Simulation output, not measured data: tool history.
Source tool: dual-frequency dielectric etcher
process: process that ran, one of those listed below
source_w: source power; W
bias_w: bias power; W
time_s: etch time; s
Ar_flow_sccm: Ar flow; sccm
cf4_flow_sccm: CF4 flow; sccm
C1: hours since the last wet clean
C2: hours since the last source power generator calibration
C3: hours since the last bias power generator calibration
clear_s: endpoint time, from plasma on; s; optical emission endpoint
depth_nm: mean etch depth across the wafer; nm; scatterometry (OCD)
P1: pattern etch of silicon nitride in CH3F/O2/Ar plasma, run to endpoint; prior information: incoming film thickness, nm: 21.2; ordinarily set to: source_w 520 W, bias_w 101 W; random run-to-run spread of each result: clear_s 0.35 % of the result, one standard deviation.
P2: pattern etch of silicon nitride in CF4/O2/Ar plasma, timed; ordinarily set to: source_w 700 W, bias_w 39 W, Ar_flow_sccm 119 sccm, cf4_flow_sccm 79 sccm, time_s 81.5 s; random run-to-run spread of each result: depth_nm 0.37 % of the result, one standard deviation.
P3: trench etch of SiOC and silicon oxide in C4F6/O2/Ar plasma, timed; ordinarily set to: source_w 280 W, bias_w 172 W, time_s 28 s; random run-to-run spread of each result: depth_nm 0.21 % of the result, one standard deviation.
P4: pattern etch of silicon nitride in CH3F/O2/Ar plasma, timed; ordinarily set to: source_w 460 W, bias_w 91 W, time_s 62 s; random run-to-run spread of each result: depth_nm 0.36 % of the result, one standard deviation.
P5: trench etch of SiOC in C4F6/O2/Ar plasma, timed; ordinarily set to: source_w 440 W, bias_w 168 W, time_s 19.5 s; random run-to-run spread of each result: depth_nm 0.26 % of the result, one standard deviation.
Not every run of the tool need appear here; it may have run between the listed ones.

Run 1, hour 15.1: process P1, source_w 520 W, bias_w 101 W; C1 353.9; C2 406.3; C3 1041.7. Result: clear_s 23.91 s.
Run 2, hour 29.8: process P1, source_w 520 W, bias_w 123 W; C1 368.6; C2 421; C3 1056.4. Result: clear_s 22.249 s.
Run 3, hour 38.8: process P4, source_w 340 W, bias_w 91 W, time_s 62 s; C1 377.6; C2 430; C3 1065.4. Result: depth_nm 44.453 nm.
Run 4, hour 52.8: process P5, source_w 440 W, bias_w 168 W, time_s 19.5 s; C1 391.6; C2 444; C3 1079.4. Result: depth_nm 41.812 nm.
Run 5, hour 66.3: process P2, source_w 700 W, bias_w 39 W, time_s 81.5 s, Ar_flow_sccm 119 sccm, cf4_flow_sccm 79 sccm; C1 405.1; C2 457.5; C3 1092.9. Result: depth_nm 177.9 nm.
Run 6, hour 76.3: process P2, source_w 700 W, bias_w 50 W, time_s 81.5 s, Ar_flow_sccm 119 sccm, cf4_flow_sccm 79 sccm; C1 415.1; C2 467.5; C3 1102.9. Result: depth_nm 195.92 nm.
Run 7, hour 91.4: process P5, source_w 600 W, bias_w 168 W, time_s 19.5 s; C1 430.2; C2 482.6; C3 1118. Result: depth_nm 47.28 nm.
Run 8, hour 99.9: process P3, source_w 280 W, bias_w 172 W, time_s 15.5 s; C1 438.7; C2 491.1; C3 1126.5. Result: depth_nm 26.024 nm.
Run 9, hour 115.3: process P1, source_w 520 W, bias_w 101 W; C1 454.1; C2 506.5; C3 1141.9. Result: clear_s 23.942 s.
Run 10, hour 122.7: process P3, source_w 350 W, bias_w 172 W, time_s 28 s; C1 461.5; C2 513.9; C3 1149.3. Result: depth_nm 51.018 nm.
Run 11, hour 130.3: process P2, source_w 700 W, bias_w 39 W, time_s 81.5 s, Ar_flow_sccm 86 sccm, cf4_flow_sccm 79 sccm; C1 469.1; C2 521.5; C3 1156.9. Result: depth_nm 187.94 nm.
Run 12, hour 140.5: process P2, source_w 500 W, bias_w 39 W, time_s 81.5 s, Ar_flow_sccm 119 sccm, cf4_flow_sccm 79 sccm; C1 479.3; C2 531.7; C3 1167.1. Result: depth_nm 131.8 nm.
Run 13, hour 149.7: process P1, source_w 720 W, bias_w 101 W; C1 488.5; C2 540.9; C3 1176.3. Result: clear_s 21.094 s.
Run 14, hour 162.4: process P5, source_w 440 W, bias_w 135 W, time_s 19.5 s; C1 501.2; C2 553.6; C3 1189. Result: depth_nm 39.167 nm.
Run 15, hour 174.7: process P4, source_w 460 W, bias_w 71 W, time_s 62 s; C1 513.5; C2 565.9; C3 1201.3. Result: depth_nm 45.592 nm.
Run 16, hour 187.6: process P1, source_w 310 W, bias_w 101 W; C1 526.4; C2 578.8; C3 1214.2. Result: clear_s 28.946 s.
Run 17, hour 202.5: process P3, source_w 280 W, bias_w 116 W, time_s 28 s; C1 541.3; C2 593.7; C3 1229.1. Result: depth_nm 41.57 nm.
Run 18, hour 218.5: process P2, source_w 700 W, bias_w 39 W, time_s 81.5 s, Ar_flow_sccm 119 sccm, cf4_flow_sccm 79 sccm; C1 557.3; C2 609.7; C3 1245.1. Result: depth_nm 176.56 nm.
Run 19, hour 228.5: process P1, source_w 430 W, bias_w 119 W; C1 567.3; C2 619.7; C3 1255.1. Result: clear_s 24.245 s.
Run 20, hour 236.4: process P1, source_w 520 W, bias_w 101 W; C1 575.2; C2 627.6; C3 1263. Result: clear_s 23.972 s.
Run 21, hour 246.5: process P4, source_w 460 W, bias_w 91 W, time_s 34.5 s; C1 585.3; C2 637.7; C3 1273.1. Result: depth_nm 27.663 nm.
Run 22, hour 262.9: process P1, source_w 520 W, bias_w 70 W; C1 601.7; C2 654.1; C3 1289.5. Result: clear_s 27.166 s.
Run 23, hour 272.9: process P4, source_w 460 W, bias_w 91 W, time_s 62 s; C1 611.7; C2 664.1; C3 1299.5. Result: depth_nm 49.892 nm.
Run 24, hour 283.1: process P1, source_w 520 W, bias_w 101 W; C1 621.9; C2 674.3; C3 1309.7. Result: clear_s 24.055 s.
Run 25, hour 294.7: process P2, source_w 700 W, bias_w 39 W, time_s 81.5 s, Ar_flow_sccm 119 sccm, cf4_flow_sccm 96 sccm; C1 633.5; C2 685.9; C3 1321.3. Result: depth_nm 183.64 nm.
Run 26, hour 306.1: process P1, source_w 650 W, bias_w 67 W; C1 644.9; C2 697.3; C3 1332.7. Result: clear_s 25.268 s.
Run 27, hour 315.7: process P3, source_w 280 W, bias_w 172 W, time_s 28 s; C1 654.5; C2 706.9; C3 1342.3. Result: depth_nm 46.744 nm.
Run 28, hour 329.6: process P1, source_w 520 W, bias_w 101 W; C1 668.4; C2 720.8; C3 1356.2. Result: clear_s 24.013 s.
Run 29, hour 343.4: process P2, source_w 700 W, bias_w 39 W, time_s 56.5 s, Ar_flow_sccm 119 sccm, cf4_flow_sccm 79 sccm; C1 682.2; C2 734.6; C3 1370. Result: depth_nm 123.55 nm.
Run 30, hour 358.8: process P5, source_w 440 W, bias_w 168 W, time_s 29.5 s; C1 697.6; C2 750; C3 1385.4. Result: depth_nm 63.211 nm.
Run 31, hour 370.5: process P1, source_w 520 W, bias_w 101 W; C1 709.3; C2 761.7; C3 1397.1. Result: clear_s 24.025 s.
Run 32, hour 380.7: process P1, source_w 520 W, bias_w 101 W; C1 719.5; C2 771.9; C3 1407.3. Result: clear_s 24.063 s.
Run 33, hour 390.9: process P1, source_w 520 W, bias_w 101 W; C1 729.7; C2 782.1; C3 1417.5. Result: clear_s 24.14 s.
Run 34, hour 402: process P1, source_w 520 W, bias_w 101 W; C1 740.8; C2 793.2; C3 1428.6. Result: clear_s 24.191 s.
Run 35, hour 412.8: process P1, source_w 520 W, bias_w 101 W; C1 751.6; C2 804; C3 1439.4. Result: clear_s 24.23 s.
Run 36, hour 424.3: process P1, source_w 520 W, bias_w 101 W; C1 763.1; C2 815.5; C3 1450.9. Result: clear_s 24.26 s.
Run 37, hour 431.7: process P1, source_w 520 W, bias_w 101 W; C1 770.5; C2 822.9; C3 1458.3. Result: clear_s 24.131 s.
At hour 438.6: wet clean of the chamber.
Run 38, hour 441.8: process P1, source_w 520 W, bias_w 101 W; C1 3.2; C2 833; C3 1468.4. Result: clear_s 24.318 s.
Run 39, hour 456.7: process P1, source_w 520 W, bias_w 101 W; C1 18.1; C2 847.9; C3 1483.3. Result: clear_s 24.121 s.
Run 40, hour 472.9: process P1, source_w 520 W, bias_w 101 W; C1 34.3; C2 864.1; C3 1499.5. Result: clear_s 24.341 s.
Run 41, hour 486.3: process P1, source_w 520 W, bias_w 101 W; C1 47.7; C2 877.5; C3 1512.9. Result: clear_s 24.453 s.
Run 42, hour 499.3: process P1, source_w 520 W, bias_w 101 W; C1 60.7; C2 890.5; C3 1525.9. Result: clear_s 24.15 s.

Compared with where it was, what P1 gives has crept away. Each cause listed below fits the log as well as the rest, at the size given for it:
A: bias power that arrives under what is set, % = 4.73
B: source power that arrives under what is set, % = 4.55
The gradual shift began around hour 370.5.
Why every other cause is out:
chamber walls in a state that lowers the etch rate, %: serviced at hour 438.6, which brought nothing back

The list below offers 4 check runs, each averaging the results of 2 wafers, and shows each result as a question mark. For which of them would the listed causes give clearly different results?
Run check 1, hour 512.3: process P5, source_w 440 W, bias_w 168 W, time_s 19.5 s. Result: depth_nm ?.
Run check 2, hour 512.3: process P4, source_w 460 W, bias_w 91 W, time_s 62 s. Result: depth_nm ?.
Run check 3, hour 512.3: process P3, source_w 280 W, bias_w 172 W, time_s 28 s. Result: depth_nm ?.
Run check 4, hour 512.3: process P2, source_w 700 W, bias_w 39 W, time_s 81.5 s, Ar_flow_sccm 119 sccm, cf4_flow_sccm 79 sccm. Result: depth_nm ?.

What every check run would give for each of its results, assuming each possible cause in turn:
  check    result    if A    if B
check 1  depth_nm  41.321  41.184
check 2  depth_nm  49.034  49.022
check 3  depth_nm  46.134  46.018
check 4  depth_nm  175.08  171.09
Minimum pairwise separation of causes per check, each pair taken at its best-separating result: check 1 0.33 %; check 2 0.03 %; check 3 0.25 %; check 4 2.31 %
Check 4 distinguishes between the causes, while the remaining checks would return nearly the same result for all of them.

Check 4 was carried out, with these results: depth_nm 171.17 nm. Which of the listed causes is responsible?

It was cause B: source power that arrives under what is set, %.

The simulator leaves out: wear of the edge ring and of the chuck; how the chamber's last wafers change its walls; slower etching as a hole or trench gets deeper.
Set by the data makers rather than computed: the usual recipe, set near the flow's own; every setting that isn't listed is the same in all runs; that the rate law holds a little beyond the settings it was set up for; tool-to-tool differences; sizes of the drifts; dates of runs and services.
